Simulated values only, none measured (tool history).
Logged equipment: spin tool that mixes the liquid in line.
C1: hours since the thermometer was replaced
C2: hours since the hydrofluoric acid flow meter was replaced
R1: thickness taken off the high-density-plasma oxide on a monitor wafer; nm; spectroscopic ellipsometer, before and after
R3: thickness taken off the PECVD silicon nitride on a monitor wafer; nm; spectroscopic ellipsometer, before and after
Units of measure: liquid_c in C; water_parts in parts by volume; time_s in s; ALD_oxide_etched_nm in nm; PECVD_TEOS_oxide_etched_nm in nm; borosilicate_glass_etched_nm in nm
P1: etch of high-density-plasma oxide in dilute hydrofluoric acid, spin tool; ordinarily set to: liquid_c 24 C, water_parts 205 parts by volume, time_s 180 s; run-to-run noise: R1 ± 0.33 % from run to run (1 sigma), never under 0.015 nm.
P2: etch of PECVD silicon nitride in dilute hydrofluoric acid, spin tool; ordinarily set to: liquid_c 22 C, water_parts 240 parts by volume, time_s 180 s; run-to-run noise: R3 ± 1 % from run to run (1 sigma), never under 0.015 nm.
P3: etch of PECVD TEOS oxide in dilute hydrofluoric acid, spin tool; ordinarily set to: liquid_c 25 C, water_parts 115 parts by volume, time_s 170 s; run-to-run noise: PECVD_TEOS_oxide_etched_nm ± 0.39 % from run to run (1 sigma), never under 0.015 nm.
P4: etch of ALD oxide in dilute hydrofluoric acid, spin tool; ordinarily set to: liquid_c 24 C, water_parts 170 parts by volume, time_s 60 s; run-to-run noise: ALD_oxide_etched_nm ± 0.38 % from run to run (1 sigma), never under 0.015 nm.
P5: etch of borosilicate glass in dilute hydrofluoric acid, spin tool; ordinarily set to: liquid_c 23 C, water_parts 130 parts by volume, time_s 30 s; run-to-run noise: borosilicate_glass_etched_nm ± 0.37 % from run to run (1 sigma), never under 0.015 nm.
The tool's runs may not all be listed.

Run 1, hour 5.7: process P1, liquid_c 24 C, water_parts 205 parts by volume, time_s 180 s; C1 372.6; C2 329.7. Result: R1 8.8885 nm.
Run 2, hour 10.5: process P4, liquid_c 24 C, water_parts 170 parts by volume, time_s 60 s; C1 377.4; C2 334.5. Result: ALD_oxide_etched_nm 10.701 nm.
Run 3, hour 13.8: process P4, liquid_c 24 C, water_parts 170 parts by volume, time_s 60 s; C1 380.7; C2 337.8. Result: ALD_oxide_etched_nm 10.672 nm.
Run 4, hour 16.9: process P1, liquid_c 24 C, water_parts 205 parts by volume, time_s 180 s; C1 383.8; C2 340.9. Result: R1 8.9323 nm.
Run 5, hour 22.7: process P2, liquid_c 30.5 C, water_parts 240 parts by volume, time_s 180 s; C1 389.6; C2 346.7. Result: R3 4.0668 nm.
Run 6, hour 25.9: process P1, liquid_c 24 C, water_parts 100 parts by volume, time_s 180 s; C1 392.8; C2 349.9. Result: R1 20.52 nm.
Run 7, hour 29.2: process P3, liquid_c 25 C, water_parts 115 parts by volume, time_s 170 s; C1 396.1; C2 353.2. Result: PECVD_TEOS_oxide_etched_nm 16.648 nm.
Run 8, hour 33.1: process P5, liquid_c 23 C, water_parts 130 parts by volume, time_s 30 s; C1 400; C2 357.1. Result: borosilicate_glass_etched_nm 12.227 nm.
Run 9, hour 37.9: process P1, liquid_c 24 C, water_parts 205 parts by volume, time_s 180 s; C1 404.8; C2 361.9. Result: R1 8.8759 nm.
Run 10, hour 40.9: process P1, liquid_c 24 C, water_parts 205 parts by volume, time_s 290 s; C1 407.8; C2 364.9. Result: R1 14.235 nm.
Run 11, hour 46.8: process P4, liquid_c 17 C, water_parts 170 parts by volume, time_s 60 s; C1 413.7; C2 370.8. Result: ALD_oxide_etched_nm 8.1413 nm.
Run 12, hour 51.7: process P5, liquid_c 23 C, water_parts 205 parts by volume, time_s 30 s; C1 418.6; C2 375.7. Result: borosilicate_glass_etched_nm 7.1094 nm.
Run 13, hour 55.8: process P1, liquid_c 24 C, water_parts 205 parts by volume, time_s 25 s; C1 422.7; C2 379.8. Result: R1 1.2225 nm.
Run 14, hour 58.8: process P1, liquid_c 24 C, water_parts 205 parts by volume, time_s 180 s; C1 425.7; C2 382.8. Result: R1 8.811 nm.
Run 15, hour 64.4: process P4, liquid_c 24 C, water_parts 310 parts by volume, time_s 60 s; C1 431.3; C2 388.4. Result: ALD_oxide_etched_nm 5.0463 nm.
Run 16, hour 69.1: process P1, liquid_c 24 C, water_parts 205 parts by volume, time_s 180 s; C1 436; C2 393.1. Result: R1 8.8569 nm.
Run 17, hour 74.7: process P3, liquid_c 30.5 C, water_parts 115 parts by volume, time_s 170 s; C1 441.6; C2 398.7. Result: PECVD_TEOS_oxide_etched_nm 20.597 nm.
Run 18, hour 78.6: process P2, liquid_c 22 C, water_parts 240 parts by volume, time_s 180 s; C1 445.5; C2 402.6. Result: R3 2.4267 nm.
Run 19, hour 82: process P1, liquid_c 31 C, water_parts 205 parts by volume, time_s 180 s; C1 448.9; C2 406. Result: R1 11.351 nm.
Run 20, hour 86.8: process P1, liquid_c 24 C, water_parts 205 parts by volume, time_s 180 s; C1 453.7; C2 410.8. Result: R1 8.9567 nm.
Run 21, hour 92.2: process P2, liquid_c 22 C, water_parts 140 parts by volume, time_s 180 s; C1 459.1; C2 416.2. Result: R3 4.0988 nm.
Run 22, hour 97.1: process P5, liquid_c 23 C, water_parts 130 parts by volume, time_s 60 s; C1 464; C2 421.1. Result: borosilicate_glass_etched_nm 24.372 nm.
Run 23, hour 103.2: process P1, liquid_c 24 C, water_parts 360 parts by volume, time_s 80 s; C1 470.1; C2 427.2. Result: R1 1.9192 nm.

What does the tool deliver on the next run?
Run 24, hour 107.7: process P4, liquid_c 24 C, water_parts 170 parts by volume, time_s 110 s; C1 474.6; C2 431.7. Result: ALD_oxide_etched_nm ?.

{"run 24": {"ALD_oxide_etched_nm": 19.524}}

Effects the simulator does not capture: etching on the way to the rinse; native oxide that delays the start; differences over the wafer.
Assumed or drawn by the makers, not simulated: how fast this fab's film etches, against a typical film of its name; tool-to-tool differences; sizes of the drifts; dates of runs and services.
